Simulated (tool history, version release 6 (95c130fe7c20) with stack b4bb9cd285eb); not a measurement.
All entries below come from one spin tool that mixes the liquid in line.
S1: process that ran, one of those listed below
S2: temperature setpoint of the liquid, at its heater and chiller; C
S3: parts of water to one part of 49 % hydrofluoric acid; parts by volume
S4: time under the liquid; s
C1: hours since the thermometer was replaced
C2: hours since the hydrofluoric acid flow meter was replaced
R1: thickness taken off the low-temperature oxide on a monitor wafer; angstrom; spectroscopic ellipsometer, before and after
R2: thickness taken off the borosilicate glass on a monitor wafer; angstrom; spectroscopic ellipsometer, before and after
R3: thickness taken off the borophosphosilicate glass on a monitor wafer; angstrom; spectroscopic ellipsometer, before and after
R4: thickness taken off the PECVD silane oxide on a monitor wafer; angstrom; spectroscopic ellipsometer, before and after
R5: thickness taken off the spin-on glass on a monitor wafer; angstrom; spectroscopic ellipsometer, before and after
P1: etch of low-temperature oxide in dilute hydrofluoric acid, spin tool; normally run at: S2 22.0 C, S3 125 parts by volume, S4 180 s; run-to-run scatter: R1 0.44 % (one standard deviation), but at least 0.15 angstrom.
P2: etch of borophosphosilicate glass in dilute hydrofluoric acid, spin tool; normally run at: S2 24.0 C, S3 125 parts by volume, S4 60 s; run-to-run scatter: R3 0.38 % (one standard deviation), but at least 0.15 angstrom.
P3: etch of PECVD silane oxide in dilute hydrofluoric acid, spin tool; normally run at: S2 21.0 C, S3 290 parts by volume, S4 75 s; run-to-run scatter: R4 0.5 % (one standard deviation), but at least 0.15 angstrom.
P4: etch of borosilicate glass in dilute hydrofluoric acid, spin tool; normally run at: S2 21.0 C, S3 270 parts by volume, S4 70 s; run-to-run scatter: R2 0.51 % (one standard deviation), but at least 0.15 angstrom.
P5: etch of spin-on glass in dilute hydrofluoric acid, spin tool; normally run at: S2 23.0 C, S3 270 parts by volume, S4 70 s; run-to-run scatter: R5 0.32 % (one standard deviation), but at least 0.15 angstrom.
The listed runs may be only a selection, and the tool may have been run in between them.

run,hour,S1,S2,S3,S4,C1,C2,R1,R2,R3,R4,R5
1,12.0,P1,22.0,125,180,974.4,1684.9,140.570,,,,
2,19.9,P4,21.0,100,70,982.3,1692.8,,179.280,,,
3,35.8,P2,24.0,60,60,998.2,1708.7,,,402.97,,
4,43.7,P1,22.0,125,180,1006.1,1716.6,141.020,,,,
5,55.7,P3,21.0,290,75,1018.1,1728.6,,,,78.498,
6,68.7,P4,28.5,270,70,1031.1,1741.6,,72.927,,,
7,77.6,P1,22.0,125,180,1040.0,1750.5,141.210,,,,
8,89.6,P5,23.0,270,70,1052.0,1762.5,,,,,67.149
9,106.9,P5,23.0,75,70,1069.3,1779.8,,,,,300.860
10,115.1,P2,24.0,125,60,1077.5,1788.0,,,177.24,,
11,132.9,P1,22.0,220,180,1095.3,1805.8,72.168,,,,
12,150.5,P4,21.0,270,40,1112.9,1823.4,,32.190,,,
13,158.7,P1,27.0,125,180,1121.1,1831.6,170.540,,,,
14,170.5,P1,22.0,75,180,1132.9,1843.4,248.050,,,,
15,180.0,P2,24.0,125,105,1142.4,1852.9,,,309.43,,
16,194.5,P4,21.0,270,70,1156.9,1867.4,,56.530,,,
17,205.8,P1,22.0,125,345,1168.2,1878.7,271.070,,,,
18,223.0,P1,22.0,125,180,1185.4,1895.9,141.730,,,,
19,231.6,P3,17.0,290,75,1194.0,1904.5,,,,67.001,
# hour 234.5: hydrofluoric acid flow meter replaced
20,240.1,P1,17.0,125,180,1202.5,5.7,114.520,,,,
21,250.1,P3,21.0,290,75,1212.5,15.7,,,,77.754,
22,261.6,P1,22.0,125,180,1224.0,27.2,140.660,,,,
23,277.2,P1,22.0,165,60,1239.6,42.8,34.037,,,,
24,290.7,P5,28.0,270,70,1253.1,56.3,,,,,80.386
25,300.0,P2,19.5,125,60,1262.4,65.6,,,148.83,,
26,312.7,P4,21.0,270,70,1275.1,78.3,,55.863,,,
27,324.7,P3,21.0,485,75,1287.1,90.3,,,,39.198,
28,339.1,P5,23.0,270,125,1301.5,104.7,,,,,120.940
29,353.1,P1,22.0,125,180,1315.5,118.7,141.410,,,,
30,363.9,P3,21.0,290,140,1326.3,129.5,,,,146.550,
31,376.7,P1,22.0,125,45,1339.1,142.3,34.885,,,,
32,389.1,P1,22.0,125,180,1351.5,154.7,141.080,,,,
33,406.7,P1,22.0,125,180,1369.1,172.3,147.230,,,,
34,421.9,P1,22.0,125,180,1384.3,187.5,150.430,,,,
35,435.2,P1,22.0,125,180,1397.6,200.8,152.030,,,,
36,450.6,P1,22.0,125,180,1413.0,216.2,152.950,,,,
37,464.0,P1,22.0,125,180,1426.4,229.6,152.250,,,,
38,480.1,P1,22.0,125,180,1442.5,245.7,153.270,,,,

The log shows P1 creeping away from where it was. Any of the 2 causes listed here, at the size stated for it, fits the log just as well as the others:
A: liquid hotter than its thermometer reads (K) = 2.15
B: hydrofluoric acid flow above the setpoint (%) = 7.7
At approximately hour 389.1, the process output began to creep.

4 check runs are offered, each on 2 wafers whose results are averaged, their results left as question marks. Which one tells the causes apart?
check 1,496.2,P4,21.0,150,70,,,,?,,,
check 2,496.2,P3,21.0,455,75,,,,,,?,
check 3,496.2,P2,24.0,65,100,,,,,?,,
check 4,496.2,P5,23.0,160,110,,,,,,,?

What every check run would give for each of its results, assuming each possible cause in turn:
check,result,if A,if B
check 1,R2,123.790,124.010
check 2,R4,46.200,47.622
check 3,R3,668.65,664.39
check 4,R5,218.150,219.320
Separation of the two closest causes in each check, using whichever result separates them best: check 1 0.18 %; check 2 3.03 %; check 3 0.64 %; check 4 0.53 %
Check 2 distinguishes between the causes, while the remaining checks would return nearly the same result for all of them.

The results of check 2 are: R4 46.221 angstrom. Based on these, which of the listed causes is it?

The correct cause is A, namely: liquid hotter than its thermometer reads (K).
